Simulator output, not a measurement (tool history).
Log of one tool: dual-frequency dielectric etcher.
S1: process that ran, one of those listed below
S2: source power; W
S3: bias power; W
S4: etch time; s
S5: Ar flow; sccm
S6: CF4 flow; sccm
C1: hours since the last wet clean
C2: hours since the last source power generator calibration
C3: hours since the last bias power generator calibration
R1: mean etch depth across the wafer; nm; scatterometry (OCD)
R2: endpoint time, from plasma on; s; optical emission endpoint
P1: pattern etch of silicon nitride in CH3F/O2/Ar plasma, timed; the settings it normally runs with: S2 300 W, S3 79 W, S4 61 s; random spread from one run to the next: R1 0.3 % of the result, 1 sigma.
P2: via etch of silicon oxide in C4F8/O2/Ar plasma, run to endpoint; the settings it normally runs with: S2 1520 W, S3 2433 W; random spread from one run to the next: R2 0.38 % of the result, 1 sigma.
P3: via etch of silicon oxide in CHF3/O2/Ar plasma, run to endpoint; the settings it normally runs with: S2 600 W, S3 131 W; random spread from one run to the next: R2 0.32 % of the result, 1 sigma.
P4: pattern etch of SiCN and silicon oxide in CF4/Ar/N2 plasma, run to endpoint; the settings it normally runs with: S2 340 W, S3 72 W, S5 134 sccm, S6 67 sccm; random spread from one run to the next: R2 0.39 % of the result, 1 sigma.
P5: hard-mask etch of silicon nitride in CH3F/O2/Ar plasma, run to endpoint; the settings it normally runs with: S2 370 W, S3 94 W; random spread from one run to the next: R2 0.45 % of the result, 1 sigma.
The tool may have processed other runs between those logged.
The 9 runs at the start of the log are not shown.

run,hour,S1,S2,S3,S4,S5,S6,C1,C2,C3,R1,R2
10,64,P1,300,79,88,,,133.2,1117.9,29.9,56.391,
11,72,P1,300,54,61,,,141.2,1125.9,37.9,34.436,
12,78,P4,280,72,,134,67,147.2,1131.9,43.9,,15.919
13,84.8,P1,370,79,61,,,154,1138.7,50.7,42.647,
14,90.9,P5,370,94,,,,160.1,1144.8,56.8,,54.847
15,94.5,P1,300,79,61,,,163.7,1148.4,60.4,39.25,
16,99.7,P3,600,167,,,,168.9,1153.6,65.6,,395.17
17,105.5,P2,1520,3125,,,,174.7,1159.4,71.4,,142.31
18,109,P5,370,68,,,,178.2,1162.9,74.9,,61.412
19,115.2,P1,300,79,37,,,184.4,1169.1,81.1,23.77,
20,123,P1,300,102,61,,,192.2,1176.9,88.9,43.15,
21,127.4,P2,1520,2433,,,,196.6,1181.3,93.3,,153.86
22,135,P4,340,72,,134,67,204.2,1188.9,100.9,,13.421
23,138.7,P5,230,94,,,,207.9,1192.6,104.6,,65.642
24,146,P1,300,79,61,,,215.2,1199.9,111.9,39.366,

Run 25 is up next; what results do you expect?
25,153.9,P1,380,79,33.5,,,223.1,1207.8,119.8,?,

R1: 23.553 nm
